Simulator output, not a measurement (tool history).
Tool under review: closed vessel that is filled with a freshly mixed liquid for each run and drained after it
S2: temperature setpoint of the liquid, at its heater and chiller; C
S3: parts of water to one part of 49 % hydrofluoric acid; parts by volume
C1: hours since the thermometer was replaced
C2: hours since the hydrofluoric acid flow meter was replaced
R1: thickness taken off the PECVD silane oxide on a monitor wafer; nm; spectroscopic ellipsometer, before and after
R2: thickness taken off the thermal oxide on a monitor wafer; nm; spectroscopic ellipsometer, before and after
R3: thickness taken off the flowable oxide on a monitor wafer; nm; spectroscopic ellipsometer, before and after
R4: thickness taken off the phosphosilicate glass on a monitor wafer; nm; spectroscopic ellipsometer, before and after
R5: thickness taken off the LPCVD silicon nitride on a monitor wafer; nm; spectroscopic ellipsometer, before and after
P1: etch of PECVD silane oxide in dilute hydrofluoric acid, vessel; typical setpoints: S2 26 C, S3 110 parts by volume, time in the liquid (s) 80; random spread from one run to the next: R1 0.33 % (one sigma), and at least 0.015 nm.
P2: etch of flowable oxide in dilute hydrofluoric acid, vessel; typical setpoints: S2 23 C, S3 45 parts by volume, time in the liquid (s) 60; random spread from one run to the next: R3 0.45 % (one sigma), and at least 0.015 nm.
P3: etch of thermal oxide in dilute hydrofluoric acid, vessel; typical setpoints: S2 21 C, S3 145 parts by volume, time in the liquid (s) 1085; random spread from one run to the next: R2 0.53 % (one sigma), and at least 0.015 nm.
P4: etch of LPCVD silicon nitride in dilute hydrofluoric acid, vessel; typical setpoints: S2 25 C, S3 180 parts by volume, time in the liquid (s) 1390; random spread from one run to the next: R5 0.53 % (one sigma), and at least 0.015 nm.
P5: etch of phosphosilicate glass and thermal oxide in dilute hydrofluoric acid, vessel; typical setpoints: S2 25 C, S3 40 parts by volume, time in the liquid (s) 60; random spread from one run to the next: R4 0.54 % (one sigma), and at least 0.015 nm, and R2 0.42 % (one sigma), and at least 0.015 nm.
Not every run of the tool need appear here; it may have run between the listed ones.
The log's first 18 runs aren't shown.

Run 19, hour 280.4: process that ran P3, S2 17 C, S3 145 parts by volume, time in the liquid (s) 1085; C1 37.8; C2 1032.8. Result: R2 25.044 nm.
Run 20, hour 297.4: process that ran P1, S2 26 C, S3 40 parts by volume, time in the liquid (s) 80; C1 54.8; C2 1049.8. Result: R1 46.658 nm.
Run 21, hour 313.6: process that ran P1, S2 26 C, S3 110 parts by volume, time in the liquid (s) 30; C1 71; C2 1066. Result: R1 5.7345 nm.
Run 22, hour 327.6: process that ran P1, S2 22.5 C, S3 50 parts by volume, time in the liquid (s) 80; C1 85; C2 1080. Result: R1 32.024 nm.
Run 23, hour 338.8: process that ran P5, S2 25 C, S3 20 parts by volume, time in the liquid (s) 60; C1 96.2; C2 1091.2. Result: R2 16.585 nm, R4 724.25 nm.
Run 24, hour 357.3: process that ran P3, S2 21 C, S3 145 parts by volume, time in the liquid (s) 1085; C1 114.7; C2 1109.7. Result: R2 29.457 nm.
Run 25, hour 370.7: process that ran P1, S2 22.5 C, S3 110 parts by volume, time in the liquid (s) 125; C1 128.1; C2 1123.1. Result: R1 21.076 nm.
Run 26, hour 380.9: process that ran P4, S2 25 C, S3 180 parts by volume, time in the liquid (s) 1390; C1 138.3; C2 1133.3. Result: R5 3.9475 nm.
Run 27, hour 397.1: process that ran P4, S2 17 C, S3 180 parts by volume, time in the liquid (s) 1390; C1 154.5; C2 1149.5. Result: R5 2.3355 nm.
Run 28, hour 415.1: process that ran P5, S2 30.5 C, S3 40 parts by volume, time in the liquid (s) 60; C1 172.5; C2 1167.5. Result: R2 10.073 nm, R4 443.95 nm.
Run 29, hour 426.5: process that ran P1, S2 26 C, S3 110 parts by volume, time in the liquid (s) 80; C1 183.9; C2 1178.9. Result: R1 15.466 nm.
Run 30, hour 440.9: process that ran P1, S2 26 C, S3 110 parts by volume, time in the liquid (s) 80; C1 198.3; C2 1193.3. Result: R1 15.458 nm.
Run 31, hour 452.1: process that ran P1, S2 26 C, S3 175 parts by volume, time in the liquid (s) 80; C1 209.5; C2 1204.5. Result: R1 9.0136 nm.
Run 32, hour 464.5: process that ran P5, S2 25 C, S3 40 parts by volume, time in the liquid (s) 60; C1 221.9; C2 1216.9. Result: R2 7.9894 nm, R4 350.91 nm.
Run 33, hour 473.9: process that ran P1, S2 26 C, S3 110 parts by volume, time in the liquid (s) 80; C1 231.3; C2 1226.3. Result: R1 15.374 nm.
Run 34, hour 492.3: process that ran P1, S2 26 C, S3 110 parts by volume, time in the liquid (s) 80; C1 249.7; C2 1244.7. Result: R1 14.949 nm.
Run 35, hour 502.8: process that ran P1, S2 26 C, S3 110 parts by volume, time in the liquid (s) 80; C1 260.2; C2 1255.2. Result: R1 14.812 nm.
Run 36, hour 519.6: process that ran P1, S2 26 C, S3 110 parts by volume, time in the liquid (s) 80; C1 277; C2 1272. Result: R1 14.696 nm.
Run 37, hour 528.4: process that ran P1, S2 26 C, S3 110 parts by volume, time in the liquid (s) 80; C1 285.8; C2 1280.8. Result: R1 14.594 nm.

For run 38, what comes out?
Run 38, hour 540.4: process that ran P1, S2 26 C, S3 110 parts by volume, time in the liquid (s) 80; C1 297.8; C2 1292.8. Result: R1 ?.

R1: 14.584 nm
